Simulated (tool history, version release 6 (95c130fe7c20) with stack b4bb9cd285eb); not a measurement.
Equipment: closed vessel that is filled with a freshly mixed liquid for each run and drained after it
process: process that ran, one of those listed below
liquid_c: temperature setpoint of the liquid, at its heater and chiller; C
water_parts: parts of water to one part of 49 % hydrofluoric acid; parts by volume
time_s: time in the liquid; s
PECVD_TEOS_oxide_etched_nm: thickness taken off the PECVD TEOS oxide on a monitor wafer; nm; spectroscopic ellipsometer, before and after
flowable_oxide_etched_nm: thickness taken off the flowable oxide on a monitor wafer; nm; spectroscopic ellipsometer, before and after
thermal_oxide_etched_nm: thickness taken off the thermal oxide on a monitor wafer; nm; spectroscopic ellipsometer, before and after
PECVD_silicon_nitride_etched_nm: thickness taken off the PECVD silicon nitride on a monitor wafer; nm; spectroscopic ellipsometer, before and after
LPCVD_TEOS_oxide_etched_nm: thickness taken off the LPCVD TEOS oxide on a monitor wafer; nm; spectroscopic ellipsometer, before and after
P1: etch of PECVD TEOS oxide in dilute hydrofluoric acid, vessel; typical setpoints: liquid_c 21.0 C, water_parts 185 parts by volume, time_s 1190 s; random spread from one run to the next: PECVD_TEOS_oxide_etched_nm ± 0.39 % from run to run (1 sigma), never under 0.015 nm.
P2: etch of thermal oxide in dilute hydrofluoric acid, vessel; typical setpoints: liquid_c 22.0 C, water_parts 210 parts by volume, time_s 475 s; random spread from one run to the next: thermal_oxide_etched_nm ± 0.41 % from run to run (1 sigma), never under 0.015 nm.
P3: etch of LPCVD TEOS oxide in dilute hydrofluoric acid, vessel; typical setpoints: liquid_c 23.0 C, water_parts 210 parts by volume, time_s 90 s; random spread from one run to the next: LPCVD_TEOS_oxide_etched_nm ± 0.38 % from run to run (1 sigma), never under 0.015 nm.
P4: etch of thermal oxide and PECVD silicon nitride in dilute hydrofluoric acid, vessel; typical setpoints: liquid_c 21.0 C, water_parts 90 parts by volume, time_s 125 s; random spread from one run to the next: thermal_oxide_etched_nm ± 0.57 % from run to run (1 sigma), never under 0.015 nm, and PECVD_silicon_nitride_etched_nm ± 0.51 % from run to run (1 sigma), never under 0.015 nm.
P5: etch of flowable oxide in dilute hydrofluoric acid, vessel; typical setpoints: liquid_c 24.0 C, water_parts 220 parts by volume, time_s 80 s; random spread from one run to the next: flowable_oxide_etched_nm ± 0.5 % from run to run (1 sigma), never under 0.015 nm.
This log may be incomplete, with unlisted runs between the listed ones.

| run | hour | process | liquid_c | water_parts | time_s | PECVD_TEOS_oxide_etched_nm | flowable_oxide_etched_nm | thermal_oxide_etched_nm | PECVD_silicon_nitride_etched_nm | LPCVD_TEOS_oxide_etched_nm |
|---|---|---|---|---|---|---|---|---|---|---|
| 1 | 9.1 | P1 | 21.0 | 185 | 1190 | 57.124 |  |  |  |  |
| 2 | 14.5 | P5 | 32.0 | 220 | 80 |  | 10.3980 |  |  |  |
| 3 | 19.6 | P4 | 21.0 | 90 | 235 |  |  | 10.5970 | 11.1290 |  |
| 4 | 28.2 | P2 | 22.0 | 210 | 475 |  |  | 8.5606 |  |  |
| 5 | 38.4 | P5 | 24.0 | 80 | 80 |  | 25.5460 |  |  |  |
| 6 | 45.5 | P2 | 22.0 | 210 | 170 |  |  | 3.0809 |  |  |
| 7 | 50.4 | P4 | 21.0 | 90 | 125 |  |  | 5.6733 | 5.8656 |  |
| 8 | 56.4 | P4 | 17.0 | 90 | 125 |  |  | 4.8149 | 4.5244 |  |
| 9 | 64.2 | P2 | 22.0 | 55 | 475 |  |  | 38.7790 |  |  |
| 10 | 73.9 | P1 | 21.0 | 185 | 1190 | 57.226 |  |  |  |  |
|  | 77.7 | thermometer replaced |
| 11 | 81.2 | P1 | 17.0 | 185 | 1190 | 48.892 |  |  |  |  |
| 12 | 90.3 | P4 | 21.0 | 90 | 125 |  |  | 5.7025 | 5.9099 |  |
| 13 | 95.3 | P2 | 27.0 | 210 | 475 |  |  | 10.3500 |  |  |
| 14 | 102.1 | P1 | 28.0 | 55 | 1190 | 295.830 |  |  |  |  |
| 15 | 109.9 | P3 | 23.0 | 100 | 90 |  |  |  |  | 14.8350 |
| 16 | 119.6 | P1 | 21.0 | 275 | 1190 | 35.074 |  |  |  |  |
| 17 | 129.0 | P3 | 27.5 | 210 | 90 |  |  |  |  | 7.3456 |
| 18 | 133.6 | P5 | 24.0 | 220 | 150 |  | 14.6090 |  |  |  |
| 19 | 143.8 | P1 | 17.0 | 120 | 1190 | 80.313 |  |  |  |  |
| 20 | 151.0 | P5 | 24.0 | 220 | 80 |  | 7.8511 |  |  |  |
| 21 | 160.6 | P1 | 21.0 | 185 | 330 | 15.878 |  |  |  |  |
| 22 | 168.9 | P3 | 23.0 | 210 | 30 |  |  |  |  | 2.0756 |
| 23 | 178.4 | P1 | 25.0 | 185 | 1190 | 66.422 |  |  |  |  |
| 24 | 186.8 | P1 | 21.0 | 185 | 1190 | 57.318 |  |  |  |  |
| 25 | 191.9 | P1 | 21.0 | 105 | 1190 | 109.080 |  |  |  |  |
| 26 | 201.2 | P1 | 21.0 | 185 | 2260 | 108.100 |  |  |  |  |
|  | 202.2 | hydrofluoric acid flow meter replaced |
| 27 | 209.6 | P1 | 21.0 | 185 | 1190 | 57.000 |  |  |  |  |
| 28 | 216.8 | P3 | 23.0 | 210 | 90 |  |  |  |  | 6.3082 |
| 29 | 224.8 | P1 | 21.0 | 185 | 1190 | 56.776 |  |  |  |  |
| 30 | 231.4 | P4 | 21.0 | 135 | 125 |  |  | 3.6088 | 3.9971 |  |
| 31 | 237.8 | P3 | 23.0 | 210 | 90 |  |  |  |  | 6.2391 |
| 32 | 245.4 | P1 | 21.0 | 185 | 1190 | 57.344 |  |  |  |  |
| 33 | 253.8 | P1 | 21.0 | 185 | 1190 | 57.066 |  |  |  |  |
| 34 | 262.0 | P1 | 21.0 | 185 | 1190 | 57.107 |  |  |  |  |
| 35 | 269.8 | P1 | 21.0 | 185 | 1190 | 58.272 |  |  |  |  |
| 36 | 274.4 | P1 | 21.0 | 185 | 1190 | 58.867 |  |  |  |  |
| 37 | 283.6 | P1 | 21.0 | 185 | 1190 | 59.828 |  |  |  |  |
| 38 | 290.3 | P1 | 21.0 | 185 | 1190 | 59.959 |  |  |  |  |
| 39 | 299.3 | P1 | 21.0 | 185 | 1190 | 60.366 |  |  |  |  |
| 40 | 308.8 | P1 | 21.0 | 185 | 1190 | 60.899 |  |  |  |  |
| 41 | 319.1 | P1 | 21.0 | 185 | 1190 | 60.623 |  |  |  |  |
| 42 | 325.5 | P1 | 21.0 | 185 | 1190 | 61.185 |  |  |  |  |
| 43 | 335.6 | P1 | 21.0 | 185 | 1190 | 60.790 |  |  |  |  |
| 44 | 342.3 | P1 | 21.0 | 185 | 1190 | 60.816 |  |  |  |  |
| 45 | 349.6 | P1 | 21.0 | 185 | 1190 | 61.341 |  |  |  |  |

The log shows P1 creeping away from where it was. Any of the 2 causes listed here, at the size stated for it, fits the log just as well as the others:
A: liquid hotter than its thermometer reads (K) = 1.74
B: hydrofluoric acid flow above the setpoint (%) = 5.77
Onset of the creep was near hour 262.0.

Listed below are the offered check runs, one wafer per run, with question marks in place of results. For which of them would the causes give clearly different outcomes?
| check 1 | 356.9 | P5 | 24.0 | 220 | 80 |  | ? |  |  |  |
| check 2 | 356.9 | P4 | 21.0 | 90 | 125 |  |  | ? | ? |  |
| check 3 | 356.9 | P2 | 22.0 | 210 | 475 |  |  | ? |  |  |
| check 4 | 356.9 | P3 | 23.0 | 210 | 90 |  |  |  |  | ? |

Check results expected under each cause:
| check | result | if A | if B |
|---|---|---|---|
| check 1 | flowable_oxide_etched_nm | 8.3456 | 8.3954 |
| check 2 | thermal_oxide_etched_nm | 6.0872 | 6.0330 |
| check 2 | PECVD_silicon_nitride_etched_nm | 6.6435 | 6.2425 |
| check 3 | thermal_oxide_etched_nm | 9.1247 | 9.1533 |
| check 4 | LPCVD_TEOS_oxide_etched_nm | 6.6422 | 6.6697 |
Per-check spread between the two closest causes, in the result where they differ most: check 1 0.59 %; check 2 6.23 %; check 3 0.31 %; check 4 0.41 %
Check 2 tells the causes apart: in the others they would give nearly the same result.

After running check 2, the following was obtained: thermal_oxide_etched_nm 6.0710 nm; PECVD_silicon_nitride_etched_nm 6.6765 nm. Which cause does this point to?

It was cause A: liquid hotter than its thermometer reads (K).
